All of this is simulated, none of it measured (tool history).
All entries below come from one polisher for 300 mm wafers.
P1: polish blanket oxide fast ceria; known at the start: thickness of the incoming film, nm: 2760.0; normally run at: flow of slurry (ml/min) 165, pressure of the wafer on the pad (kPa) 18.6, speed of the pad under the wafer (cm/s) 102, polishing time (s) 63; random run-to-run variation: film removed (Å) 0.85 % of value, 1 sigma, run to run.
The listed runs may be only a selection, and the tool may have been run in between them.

| run | hour | flow of slurry (ml/min) | pressure of the wafer on the pad (kPa) | speed of the pad under the wafer (cm/s) | polishing time (s) | wafers polished on this pad | hours since the slurry nozzle was cleaned | hours since the head pressure was calibrated | film removed (Å) |
|---|---|---|---|---|---|---|---|---|---|
| 1 | 11.3 | 165 | 18.6 | 102 | 63 | 391 | 69.3 | 282.5 | 11041.0 |
|  | 22.6 | slurry nozzle cleaned |
| 2 | 23.4 | 165 | 18.6 | 102 | 39 | 529 | 0.8 | 294.6 | 6686.4 |
| 3 | 38.1 | 165 | 18.6 | 102 | 63 | 697 | 15.5 | 309.3 | 11031.0 |
| 4 | 51.1 | 100 | 18.6 | 102 | 63 | 845 | 28.5 | 322.3 | 9851.9 |
| 5 | 61.5 | 165 | 27.6 | 102 | 63 | 964 | 38.9 | 332.7 | 16198.0 |
| 6 | 78.5 | 240 | 18.6 | 102 | 63 | 1158 | 55.9 | 349.7 | 11511.0 |
| 7 | 93.2 | 165 | 18.6 | 102 | 63 | 1326 | 70.6 | 364.4 | 10908.0 |
| 8 | 107.4 | 235 | 18.6 | 138 | 63 | 1488 | 84.8 | 378.6 | 15375.0 |
| 9 | 125.0 | 165 | 18.6 | 102 | 63 | 1689 | 102.4 | 396.2 | 10851.0 |
| 10 | 133.5 | 165 | 18.6 | 102 | 63 | 1786 | 110.9 | 404.7 | 10977.0 |
| 11 | 146.6 | 165 | 11.7 | 102 | 63 | 1936 | 124.0 | 417.8 | 6920.3 |
| 12 | 160.8 | 165 | 11.7 | 62 | 63 | 2098 | 138.2 | 432.0 | 4219.9 |
| 13 | 171.9 | 165 | 18.6 | 102 | 88 | 2225 | 149.3 | 443.1 | 15130.0 |
| 14 | 182.8 | 165 | 18.6 | 54 | 63 | 2349 | 160.2 | 454.0 | 5830.0 |
| 15 | 196.5 | 165 | 18.6 | 140 | 63 | 2506 | 173.9 | 467.7 | 15046.0 |
| 16 | 205.7 | 165 | 18.6 | 102 | 63 | 2611 | 183.1 | 476.9 | 10990.0 |
| 17 | 220.3 | 165 | 18.6 | 102 | 63 | 2777 | 197.7 | 491.5 | 10965.0 |
| 18 | 230.7 | 165 | 18.6 | 102 | 63 | 2896 | 208.1 | 501.9 | 10627.0 |
| 19 | 242.8 | 165 | 18.6 | 102 | 63 | 3034 | 220.2 | 514.0 | 10559.0 |
| 20 | 260.8 | 165 | 18.6 | 102 | 63 | 3240 | 238.2 | 532.0 | 10137.0 |
| 21 | 269.7 | 165 | 18.6 | 102 | 63 | 3342 | 247.1 | 540.9 | 10159.0 |
|  | 278.0 | head pressure recalibrated |
| 22 | 284.9 | 165 | 18.6 | 102 | 63 | 3515 | 262.3 | 6.9 | 10242.0 |
| 23 | 299.4 | 165 | 18.6 | 102 | 63 | 3681 | 276.8 | 21.4 | 10038.0 |

P1 has crept away from where it was. The log is fitted equally well by each of these 2 causes, at the sizes shown:
A: slurry flow missing at the pad, % = 32.3
B: removal rate lost through wear of the pad, % = 7.12
The process output started creeping at around hour 220.3.
Excluded causes, each with its reason:
head's pressure below its setpoint, %: serviced at hour 278.0, which brought nothing back

Consider the 4 check runs below, whose results appear as question marks and each of which averages 3 wafers. Which one distinguishes the causes, in that each cause would give it a clearly different result?
| check 1 | 313.9 | 165 | 22.8 | 102 | 82 |  |  |  | ? |
| check 2 | 313.9 | 165 | 18.6 | 102 | 50 |  |  |  | ? |
| check 3 | 313.9 | 165 | 12.4 | 102 | 63 |  |  |  | ? |
| check 4 | 313.9 | 100 | 18.6 | 82 | 63 |  |  |  | ? |

Predicted outcomes, by check and by cause:
| check | result | if A | if B |
|---|---|---|---|
| check 1 | film removed (Å) | 16081.0 | 16083.0 |
| check 2 | film removed (Å) | 8022.8 | 8023.7 |
| check 3 | film removed (Å) | 6739.1 | 6739.9 |
| check 4 | film removed (Å) | 7054.0 | 7352.8 |
Per-check spread between the two closest causes, in the result where they differ most: check 1 0.01 %; check 2 0.01 %; check 3 0.01 %; check 4 4.15 %
The causes can be told apart only by check 4. The other checks would give nearly the same results under each of them.

After running check 4, the following was obtained: film removed (Å) 7315.4. Which cause does this point to?

It was cause B: removal rate lost through wear of the pad, %.
